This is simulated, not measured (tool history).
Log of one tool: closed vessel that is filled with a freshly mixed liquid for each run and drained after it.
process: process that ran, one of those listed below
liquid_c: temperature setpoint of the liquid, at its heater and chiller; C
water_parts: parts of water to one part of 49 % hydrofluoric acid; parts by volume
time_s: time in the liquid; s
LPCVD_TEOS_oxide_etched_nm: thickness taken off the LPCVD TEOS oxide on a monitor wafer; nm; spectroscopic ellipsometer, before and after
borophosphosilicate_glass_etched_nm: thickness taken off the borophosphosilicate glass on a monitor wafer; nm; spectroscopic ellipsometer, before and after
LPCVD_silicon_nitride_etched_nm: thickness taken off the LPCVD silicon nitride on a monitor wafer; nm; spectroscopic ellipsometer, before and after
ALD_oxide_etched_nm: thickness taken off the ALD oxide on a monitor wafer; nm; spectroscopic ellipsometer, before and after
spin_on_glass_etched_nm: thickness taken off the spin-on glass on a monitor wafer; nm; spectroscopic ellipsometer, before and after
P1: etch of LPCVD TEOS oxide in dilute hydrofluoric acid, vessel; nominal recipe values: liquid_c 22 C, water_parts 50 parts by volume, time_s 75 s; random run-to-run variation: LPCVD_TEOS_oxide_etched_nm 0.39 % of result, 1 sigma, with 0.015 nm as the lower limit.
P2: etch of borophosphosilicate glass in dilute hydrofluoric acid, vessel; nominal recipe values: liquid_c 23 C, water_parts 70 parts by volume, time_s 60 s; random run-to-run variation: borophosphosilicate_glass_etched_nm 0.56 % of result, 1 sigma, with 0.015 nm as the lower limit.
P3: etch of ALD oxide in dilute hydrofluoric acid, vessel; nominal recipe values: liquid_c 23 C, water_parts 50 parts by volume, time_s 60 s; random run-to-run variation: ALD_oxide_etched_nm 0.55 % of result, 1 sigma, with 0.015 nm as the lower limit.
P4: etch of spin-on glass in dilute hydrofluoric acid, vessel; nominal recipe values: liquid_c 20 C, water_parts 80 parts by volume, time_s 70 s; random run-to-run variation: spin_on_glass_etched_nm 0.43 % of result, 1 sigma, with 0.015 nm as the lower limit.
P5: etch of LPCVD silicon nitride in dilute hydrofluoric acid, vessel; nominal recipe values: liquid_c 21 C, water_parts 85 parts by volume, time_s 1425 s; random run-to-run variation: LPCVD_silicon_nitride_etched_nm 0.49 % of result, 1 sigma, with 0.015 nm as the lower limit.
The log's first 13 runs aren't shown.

| run | hour | process | liquid_c | water_parts | time_s | hours since the thermometer was replaced | hours since the hydrofluoric acid flow meter was replaced | LPCVD_TEOS_oxide_etched_nm | borophosphosilicate_glass_etched_nm | LPCVD_silicon_nitride_etched_nm | ALD_oxide_etched_nm | spin_on_glass_etched_nm |
|---|---|---|---|---|---|---|---|---|---|---|---|---|
| 14 | 46.6 | P3 | 23 | 50 | 60 | 386 | 1285.4 |  |  |  | 35.783 |  |
| 15 | 49.6 | P1 | 22 | 20 | 75 | 389 | 1288.4 | 113.25 |  |  |  |  |
| 16 | 52.6 | P1 | 22 | 50 | 75 | 392 | 1291.4 | 43.541 |  |  |  |  |
| 17 | 55.6 | P1 | 17.5 | 50 | 75 | 395 | 1294.4 | 36.104 |  |  |  |  |
| 18 | 59.6 | P1 | 22 | 50 | 75 | 399 | 1298.4 | 43.858 |  |  |  |  |
| 19 | 62.9 | P1 | 22 | 50 | 75 | 402.3 | 1301.7 | 43.774 |  |  |  |  |
| 20 | 65.6 | P1 | 22 | 50 | 75 | 405 | 1304.4 | 43.751 |  |  |  |  |
| 21 | 69 | P3 | 23 | 20 | 60 | 408.4 | 1307.8 |  |  |  | 93.78 |  |
| 22 | 73.5 | P4 | 17 | 80 | 70 | 412.9 | 1312.3 |  |  |  |  | 44.724 |
| 23 | 76.7 | P4 | 20 | 80 | 70 | 416.1 | 1315.5 |  |  |  |  | 50.862 |
| 24 | 79.6 | P4 | 20 | 40 | 70 | 419 | 1318.4 |  |  |  |  | 106.83 |
| 25 | 82.3 | P4 | 20 | 80 | 35 | 421.7 | 1321.1 |  |  |  |  | 25.452 |
| 26 | 86.9 | P2 | 17.5 | 70 | 60 | 426.3 | 1325.7 |  | 54.1 |  |  |  |
| 27 | 89.7 | P5 | 27.5 | 85 | 1425 | 429.1 | 1328.5 |  |  | 9.9787 |  |  |
| 28 | 92.5 | P4 | 20 | 80 | 70 | 431.9 | 1331.3 |  |  |  |  | 50.988 |

Run 29 comes next. What will it give?
| 29 | 94.9 | P5 | 21 | 85 | 1425 | 434.3 | 1333.7 |  |  | ? |  |  |

LPCVD_silicon_nitride_etched_nm: 6.4505 nm

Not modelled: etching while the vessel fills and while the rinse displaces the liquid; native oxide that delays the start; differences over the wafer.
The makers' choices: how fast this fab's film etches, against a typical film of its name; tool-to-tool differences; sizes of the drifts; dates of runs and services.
